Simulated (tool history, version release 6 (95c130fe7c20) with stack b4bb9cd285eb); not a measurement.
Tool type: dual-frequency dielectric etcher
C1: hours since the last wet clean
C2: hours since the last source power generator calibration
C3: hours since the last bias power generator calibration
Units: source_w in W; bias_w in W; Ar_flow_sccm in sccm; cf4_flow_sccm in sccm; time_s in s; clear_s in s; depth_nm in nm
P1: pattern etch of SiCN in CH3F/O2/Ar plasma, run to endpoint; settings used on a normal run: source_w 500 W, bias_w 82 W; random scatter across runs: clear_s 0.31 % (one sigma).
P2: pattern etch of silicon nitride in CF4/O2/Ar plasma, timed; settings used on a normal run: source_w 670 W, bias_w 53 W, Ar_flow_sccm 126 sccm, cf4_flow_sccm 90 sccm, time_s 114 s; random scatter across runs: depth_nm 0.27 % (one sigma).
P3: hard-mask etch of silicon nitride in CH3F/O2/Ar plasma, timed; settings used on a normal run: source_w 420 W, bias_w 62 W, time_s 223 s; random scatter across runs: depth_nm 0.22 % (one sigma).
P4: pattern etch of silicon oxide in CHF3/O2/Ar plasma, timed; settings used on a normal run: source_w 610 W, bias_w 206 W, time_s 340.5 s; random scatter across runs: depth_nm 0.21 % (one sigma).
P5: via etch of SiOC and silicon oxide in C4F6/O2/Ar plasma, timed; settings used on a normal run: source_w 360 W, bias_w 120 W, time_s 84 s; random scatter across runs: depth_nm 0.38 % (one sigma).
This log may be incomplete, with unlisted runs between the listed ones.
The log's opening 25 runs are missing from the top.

{"run": 26, "hour": 146.0, "process": "P4", "source_w": 610, "bias_w": 206, "time_s": 340.5, "C1": 414.9, "C2": 83.7, "C3": 2533.1, "depth_nm": 699.39}
{"run": 27, "hour": 150.7, "process": "P1", "source_w": 500, "bias_w": 82, "C1": 419.6, "C2": 88.4, "C3": 2537.8, "clear_s": 24.621}
{"run": 28, "hour": 156.7, "process": "P5", "source_w": 240, "bias_w": 120, "time_s": 84, "C1": 425.6, "C2": 94.4, "C3": 2543.8, "depth_nm": 69.887}
{"run": 29, "hour": 161.2, "process": "P4", "source_w": 610, "bias_w": 168, "time_s": 340.5, "C1": 430.1, "C2": 98.9, "C3": 2548.3, "depth_nm": 653.38}
{"run": 30, "hour": 165.0, "process": "P3", "source_w": 420, "bias_w": 45, "time_s": 223, "C1": 433.9, "C2": 102.7, "C3": 2552.1, "depth_nm": 137.98}
{"run": 31, "hour": 169.5, "process": "P2", "source_w": 400, "bias_w": 53, "Ar_flow_sccm": 126, "cf4_flow_sccm": 90, "time_s": 114, "C1": 438.4, "C2": 107.2, "C3": 2556.6, "depth_nm": 176.27}
{"run": 32, "hour": 173.2, "process": "P5", "source_w": 360, "bias_w": 74, "time_s": 84, "C1": 442.1, "C2": 110.9, "C3": 2560.3, "depth_nm": 71.625}
{"run": 33, "hour": 177.7, "process": "P1", "source_w": 500, "bias_w": 82, "C1": 446.6, "C2": 115.4, "C3": 2564.8, "clear_s": 24.699}
{"run": 34, "hour": 184.7, "process": "P1", "source_w": 500, "bias_w": 82, "C1": 453.6, "C2": 122.4, "C3": 2571.8, "clear_s": 24.679}
{"run": 35, "hour": 192.0, "process": "P1", "source_w": 500, "bias_w": 82, "C1": 460.9, "C2": 129.7, "C3": 2579.1, "clear_s": 24.533}

Run 36, settings as shown, results not yet in. Your forecast:
{"run": 36, "hour": 196.6, "process": "P1", "source_w": 500, "bias_w": 82, "C1": 465.5, "C2": 134.3, "C3": 2583.7, "clear_s": "?"}

{"run 36": {"clear_s": 24.496}}
